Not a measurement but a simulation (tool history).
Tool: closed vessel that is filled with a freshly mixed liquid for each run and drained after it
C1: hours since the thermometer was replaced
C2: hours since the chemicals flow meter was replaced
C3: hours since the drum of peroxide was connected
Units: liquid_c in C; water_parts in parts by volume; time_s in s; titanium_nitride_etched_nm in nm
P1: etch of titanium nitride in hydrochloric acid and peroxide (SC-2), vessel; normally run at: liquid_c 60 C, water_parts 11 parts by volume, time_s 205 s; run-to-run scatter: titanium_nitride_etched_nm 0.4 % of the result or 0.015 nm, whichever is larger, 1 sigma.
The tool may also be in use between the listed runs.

Run 1, day 0.333: liquid_c 60 C, water_parts 11 parts by volume, time_s 205 s; C1 346.3; C2 1104.7; C3 435.2. Result: titanium_nitride_etched_nm 7.8657 nm.
Run 2, day 0.621: liquid_c 51.5 C, water_parts 11 parts by volume, time_s 60 s; C1 353.2; C2 1111.6; C3 442.1. Result: titanium_nitride_etched_nm 1.3322 nm.
Run 3, day 1.092: liquid_c 60 C, water_parts 11 parts by volume, time_s 205 s; C1 364.5; C2 1122.9; C3 453.4. Result: titanium_nitride_etched_nm 7.938 nm.
Run 4, day 1.4: liquid_c 60 C, water_parts 11 parts by volume, time_s 380 s; C1 371.9; C2 1130.3; C3 460.8. Result: titanium_nitride_etched_nm 14.61 nm.
Run 5, day 1.875: liquid_c 60 C, water_parts 11 parts by volume, time_s 205 s; C1 383.3; C2 1141.7; C3 472.2. Result: titanium_nitride_etched_nm 7.9356 nm.
At day 1.946: chemicals flow meter replaced.
Run 6, day 2.258: liquid_c 60 C, water_parts 18.5 parts by volume, time_s 205 s; C1 392.5; C2 7.6; C3 481.4. Result: titanium_nitride_etched_nm 5.0247 nm.
Run 7, day 2.679: liquid_c 60 C, water_parts 4 parts by volume, time_s 100 s; C1 402.6; C2 17.7; C3 491.5. Result: titanium_nitride_etched_nm 8.378 nm.
Run 8, day 3.079: liquid_c 60 C, water_parts 11 parts by volume, time_s 205 s; C1 412.2; C2 27.3; C3 501.1. Result: titanium_nitride_etched_nm 7.9411 nm.
Run 9, day 3.567: liquid_c 46 C, water_parts 11 parts by volume, time_s 205 s; C1 423.9; C2 39; C3 512.8. Result: titanium_nitride_etched_nm 3.1973 nm.
Run 10, day 4.125: liquid_c 60 C, water_parts 11 parts by volume, time_s 205 s; C1 437.3; C2 52.4; C3 526.2. Result: titanium_nitride_etched_nm 7.9611 nm.
Run 11, day 4.442: liquid_c 72 C, water_parts 11 parts by volume, time_s 205 s; C1 444.9; C2 60; C3 533.8. Result: titanium_nitride_etched_nm 16.394 nm.
Run 12, day 5.025: liquid_c 60 C, water_parts 4 parts by volume, time_s 205 s; C1 458.9; C2 74; C3 547.8. Result: titanium_nitride_etched_nm 17.196 nm.
Run 13, day 5.467: liquid_c 60 C, water_parts 11 parts by volume, time_s 35 s; C1 469.5; C2 84.6; C3 558.4. Result: titanium_nitride_etched_nm 1.3161 nm.
Run 14, day 5.783: liquid_c 60 C, water_parts 11 parts by volume, time_s 205 s; C1 477.1; C2 92.2; C3 566. Result: titanium_nitride_etched_nm 7.941 nm.
Run 15, day 6.225: liquid_c 60 C, water_parts 11 parts by volume, time_s 205 s; C1 487.7; C2 102.8; C3 576.6. Result: titanium_nitride_etched_nm 7.9465 nm.
Run 16, day 6.612: liquid_c 60 C, water_parts 11 parts by volume, time_s 205 s; C1 497; C2 112.1; C3 585.9. Result: titanium_nitride_etched_nm 8.1448 nm.
Run 17, day 7.038: liquid_c 60 C, water_parts 11 parts by volume, time_s 205 s; C1 507.2; C2 122.3; C3 596.1. Result: titanium_nitride_etched_nm 8.3208 nm.
Run 18, day 7.383: liquid_c 60 C, water_parts 11 parts by volume, time_s 205 s; C1 515.5; C2 130.6; C3 604.4. Result: titanium_nitride_etched_nm 8.4789 nm.
Run 19, day 7.854: liquid_c 60 C, water_parts 11 parts by volume, time_s 205 s; C1 526.8; C2 141.9; C3 615.7. Result: titanium_nitride_etched_nm 8.4335 nm.
Run 20, day 8.425: liquid_c 60 C, water_parts 11 parts by volume, time_s 205 s; C1 540.5; C2 155.6; C3 629.4. Result: titanium_nitride_etched_nm 8.5649 nm.

Forecast run 21:
Run 21, day 8.754: liquid_c 60 C, water_parts 11 parts by volume, time_s 205 s; C1 548.4; C2 163.5; C3 637.3. Result: titanium_nitride_etched_nm ?.

Run 21 gave titanium_nitride_etched_nm 8.556 nm.

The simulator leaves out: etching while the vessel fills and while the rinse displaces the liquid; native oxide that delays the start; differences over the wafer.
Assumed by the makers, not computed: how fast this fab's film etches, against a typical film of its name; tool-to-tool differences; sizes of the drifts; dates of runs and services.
